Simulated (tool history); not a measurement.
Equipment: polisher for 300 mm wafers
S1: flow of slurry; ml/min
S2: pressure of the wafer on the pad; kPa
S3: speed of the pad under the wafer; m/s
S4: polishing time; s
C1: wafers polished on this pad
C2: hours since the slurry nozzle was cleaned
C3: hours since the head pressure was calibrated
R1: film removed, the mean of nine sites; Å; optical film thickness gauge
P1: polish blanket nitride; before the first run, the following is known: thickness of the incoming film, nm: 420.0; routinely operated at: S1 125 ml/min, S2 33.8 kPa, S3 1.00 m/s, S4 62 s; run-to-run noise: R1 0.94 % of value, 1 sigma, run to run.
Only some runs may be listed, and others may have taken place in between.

Run 1, hour 3.6: S1 125 ml/min, S2 33.8 kPa, S3 1.00 m/s, S4 62 s; C1 399; C2 97.9; C3 261.9. Result: R1 1269.40 Å.
Run 2, hour 6.0: S1 125 ml/min, S2 46.9 kPa, S3 0.62 m/s, S4 62 s; C1 416; C2 100.3; C3 264.3. Result: R1 1211.10 Å.
Run 3, hour 8.7: S1 125 ml/min, S2 33.8 kPa, S3 1.00 m/s, S4 89 s; C1 435; C2 103.0; C3 267.0. Result: R1 1813.10 Å.
Run 4, hour 12.9: S1 75 ml/min, S2 33.8 kPa, S3 1.00 m/s, S4 62 s; C1 464; C2 107.2; C3 271.2. Result: R1 1113.30 Å.
Run 5, hour 16.3: S1 125 ml/min, S2 33.8 kPa, S3 1.00 m/s, S4 62 s; C1 488; C2 110.6; C3 274.6. Result: R1 1278.40 Å.
At hour 16.8: worn pad replaced by a new one.
Run 6, hour 20.7: S1 125 ml/min, S2 33.8 kPa, S3 1.00 m/s, S4 62 s; C1 27; C2 115.0; C3 279.0. Result: R1 1282.90 Å.
Run 7, hour 24.6: S1 125 ml/min, S2 17.9 kPa, S3 1.00 m/s, S4 62 s; C1 54; C2 118.9; C3 282.9. Result: R1 686.67 Å.
Run 8, hour 28.6: S1 125 ml/min, S2 33.8 kPa, S3 1.00 m/s, S4 62 s; C1 82; C2 122.9; C3 286.9. Result: R1 1277.30 Å.
Run 9, hour 30.7: S1 195 ml/min, S2 33.8 kPa, S3 1.00 m/s, S4 62 s; C1 97; C2 125.0; C3 289.0. Result: R1 1365.70 Å.
Run 10, hour 34.4: S1 125 ml/min, S2 33.8 kPa, S3 0.70 m/s, S4 62 s; C1 123; C2 128.7; C3 292.7. Result: R1 968.40 Å.
Run 11, hour 37.4: S1 125 ml/min, S2 33.8 kPa, S3 1.00 m/s, S4 62 s; C1 143; C2 131.7; C3 295.7. Result: R1 1269.60 Å.
Run 12, hour 41.0: S1 125 ml/min, S2 33.8 kPa, S3 1.00 m/s, S4 44 s; C1 169; C2 135.3; C3 299.3. Result: R1 901.12 Å.
Run 13, hour 43.3: S1 125 ml/min, S2 33.8 kPa, S3 1.48 m/s, S4 62 s; C1 185; C2 137.6; C3 301.6. Result: R1 1751.90 Å.
At hour 46.4: head pressure recalibrated.
Run 14, hour 46.8: S1 125 ml/min, S2 47.6 kPa, S3 1.00 m/s, S4 62 s; C1 209; C2 141.1; C3 0.4. Result: R1 1785.20 Å.
Run 15, hour 50.0: S1 125 ml/min, S2 16.5 kPa, S3 0.64 m/s, S4 62 s; C1 231; C2 144.3; C3 3.6. Result: R1 440.24 Å.
Run 16, hour 53.6: S1 155 ml/min, S2 33.8 kPa, S3 0.64 m/s, S4 62 s; C1 256; C2 147.9; C3 7.2. Result: R1 929.69 Å.
Run 17, hour 55.6: S1 125 ml/min, S2 33.8 kPa, S3 1.00 m/s, S4 62 s; C1 270; C2 149.9; C3 9.2. Result: R1 1271.50 Å.
Run 18, hour 59.0: S1 125 ml/min, S2 33.8 kPa, S3 1.00 m/s, S4 62 s; C1 294; C2 153.3; C3 12.6. Result: R1 1233.20 Å.
Run 19, hour 62.4: S1 125 ml/min, S2 33.8 kPa, S3 1.00 m/s, S4 62 s; C1 318; C2 156.7; C3 16.0. Result: R1 1210.40 Å.
Run 20, hour 66.1: S1 125 ml/min, S2 33.8 kPa, S3 1.00 m/s, S4 62 s; C1 344; C2 160.4; C3 19.7. Result: R1 1221.10 Å.
Run 21, hour 68.8: S1 125 ml/min, S2 33.8 kPa, S3 1.00 m/s, S4 62 s; C1 362; C2 163.1; C3 22.4. Result: R1 1186.70 Å.
Run 22, hour 72.0: S1 125 ml/min, S2 33.8 kPa, S3 1.00 m/s, S4 62 s; C1 385; C2 166.3; C3 25.6. Result: R1 1178.90 Å.
Run 23, hour 75.9: S1 125 ml/min, S2 33.8 kPa, S3 1.00 m/s, S4 62 s; C1 412; C2 170.2; C3 29.5. Result: R1 1163.00 Å.
Run 24, hour 80.0: S1 125 ml/min, S2 33.8 kPa, S3 1.00 m/s, S4 62 s; C1 441; C2 174.3; C3 33.6. Result: R1 1182.60 Å.
At hour 80.2: worn pad replaced by a new one.
Run 25, hour 82.3: S1 125 ml/min, S2 33.8 kPa, S3 1.00 m/s, S4 62 s; C1 15; C2 176.6; C3 35.9. Result: R1 1167.10 Å.
Run 26, hour 85.1: S1 125 ml/min, S2 33.8 kPa, S3 1.00 m/s, S4 62 s; C1 34; C2 179.4; C3 38.7. Result: R1 1170.60 Å.

Forecast run 27:
Run 27, hour 89.0: S1 125 ml/min, S2 33.8 kPa, S3 1.00 m/s, S4 62 s; C1 61; C2 183.3; C3 42.6. Result: R1 ?.

Run 27 produced R1 1158.60 Å.

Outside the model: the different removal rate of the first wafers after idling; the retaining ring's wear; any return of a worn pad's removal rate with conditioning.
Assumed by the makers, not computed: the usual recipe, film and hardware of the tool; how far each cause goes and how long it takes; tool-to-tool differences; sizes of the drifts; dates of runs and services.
